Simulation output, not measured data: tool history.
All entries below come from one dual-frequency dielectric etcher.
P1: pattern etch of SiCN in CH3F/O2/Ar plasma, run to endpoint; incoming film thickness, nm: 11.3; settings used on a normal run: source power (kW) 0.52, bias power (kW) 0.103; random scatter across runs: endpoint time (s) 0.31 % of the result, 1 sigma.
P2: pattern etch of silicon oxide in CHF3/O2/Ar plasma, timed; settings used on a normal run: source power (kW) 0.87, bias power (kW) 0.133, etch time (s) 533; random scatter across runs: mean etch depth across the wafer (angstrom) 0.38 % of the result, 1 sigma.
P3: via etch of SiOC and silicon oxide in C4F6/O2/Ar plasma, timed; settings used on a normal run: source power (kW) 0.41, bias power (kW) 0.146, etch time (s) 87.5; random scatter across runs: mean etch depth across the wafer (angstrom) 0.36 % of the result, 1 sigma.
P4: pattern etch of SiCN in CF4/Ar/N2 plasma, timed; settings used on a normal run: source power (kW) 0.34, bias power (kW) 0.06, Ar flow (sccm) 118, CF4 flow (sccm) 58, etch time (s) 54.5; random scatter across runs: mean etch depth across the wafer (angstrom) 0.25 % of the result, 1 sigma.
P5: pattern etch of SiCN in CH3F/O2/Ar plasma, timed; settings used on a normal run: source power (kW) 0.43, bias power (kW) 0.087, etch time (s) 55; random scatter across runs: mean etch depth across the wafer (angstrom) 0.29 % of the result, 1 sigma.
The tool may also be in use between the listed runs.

run   hour  process that ran  source power (kW)  bias power (kW)  Ar flow (sccm)  CF4 flow (sccm)  etch time (s)  endpoint time (s)  mean etch depth across the wafer (angstrom)
  1    7.4                P1               0.52            0.103                                                             24.545
  2   16.2                P4               0.25             0.06             118               58           54.5                                                          247.84
  3     21                P1               0.52            0.103                                                             24.462
  4   27.4                P4               0.34             0.06             118               36           54.5                                                          298.46
  5     37                P3               0.41            0.206                                            87.5                                                          1048.5
  6   45.1                P4               0.34             0.06             118               58           54.5                                                          325.46
  7   50.5                P1               0.52            0.103                                                             24.495
  8   55.8                P4               0.34             0.06             143               58           54.5                                                          313.04
        59  -- wet clean of the chamber
  9   62.4                P1               0.33            0.103                                                             29.156
 10   71.5                P1               0.52            0.123                                                             22.915
 11   82.3                P5               0.43            0.087                                              55                                                          229.96
 12   93.2                P2               0.87            0.133                                             533                                                           10506
 13  101.5                P3               0.54            0.146                                            87.5                                                          1038.5
 14  107.5                P3               0.41            0.146                                            87.5                                                           933.2
 15  118.2                P4               0.34            0.042             118               58           54.5                                                           286.3
 16  128.2                P4               0.34             0.06             118               58           54.5                                                           322.2
     131.2  -- bias power generator calibrated
 17  137.8                P2               0.87            0.133                                           781.5                                                           15390
 18  145.8                P1                0.4            0.126                                                             24.795
 19  150.5                P5               0.43            0.087                                              39                                                          161.96
 20  156.1                P5               0.59            0.087                                              55                                                          257.48
 21  162.4                P5               0.43            0.087                                              55                                                          228.29
 22  171.4                P1               0.52            0.103                                                             24.307
 23  178.2                P1               0.52            0.103                                                             24.517
 24  183.9                P3               0.41            0.146                                            87.5                                                          937.13
 25  191.9                P5               0.43            0.066                                              55                                                          207.39
 26    197                P1               0.52            0.103                                                             24.477
 27  202.7                P2               0.66            0.133                                             533                                                          9420.9
 28  210.3                P4               0.34             0.06             118               58           32.5                                                          193.74
 29  216.7                P2               0.87            0.157                                             533                                                           11108
 30  222.6                P1               0.52            0.077                                                             27.209
 31  232.5                P1               0.71            0.103                                                             21.745
 32  238.3                P3               0.41            0.146                                             120                                                          1283.5
 33  247.6                P1               0.52            0.103                                                             24.551
 34    255                P1               0.52            0.103                                                             24.567
 35  260.7                P1               0.52            0.103                                                             24.785
 36  268.6                P1               0.52            0.103                                                             24.837
       276  -- wet clean of the chamber
 37  279.6                P1               0.52            0.103                                                             24.744
 38  285.7                P1               0.52            0.103                                                             24.801
 39  291.4                P1               0.52            0.103                                                             24.729
 40  296.3                P1               0.52            0.103                                                             24.959

Compared with where it was, what P1 gives has crept away. Each cause listed below fits the log as well as the rest, at the size given for it:
A: bias power that arrives under what is set, % = 4.05
B: source power that arrives under what is set, % = 4.07
Creep in the process output first set in at about hour 247.6.
The rest of the possible causes, and what rules out each one:
chamber walls in a state that lowers the etch rate, %: serviced at hour 276, which brought nothing back

4 check runs are offered, one wafer each, their results left as question marks. Which one tells the causes apart?
check 1  301.2                P3               0.41            0.146                                            87.5                                                               ?
check 2  301.2                P4               0.34             0.06             118               58           54.5                                                               ?
check 3  301.2                P5               0.43            0.087                                              55                                                               ?
check 4  301.2                P2               0.87            0.133                                             533                                                               ?

Expected result of each check under each candidate cause:
  check                                       result    if A    if B
check 1  mean etch depth across the wafer (angstrom)  923.76  920.37
check 2  mean etch depth across the wafer (angstrom)  319.51  312.73
check 3  mean etch depth across the wafer (angstrom)  225.56  225.47
check 4  mean etch depth across the wafer (angstrom)   10358   10319
Minimum pairwise separation of causes per check, each pair taken at its best-separating result: check 1 0.37 %; check 2 2.14 %; check 3 0.04 %; check 4 0.38 %
Check 2 distinguishes between the causes, while the remaining checks would return nearly the same result for all of them.

Check 2 was then run and gave: mean etch depth across the wafer (angstrom) 314.01. Which cause is it?

The correct cause is B, namely: source power that arrives under what is set, %.
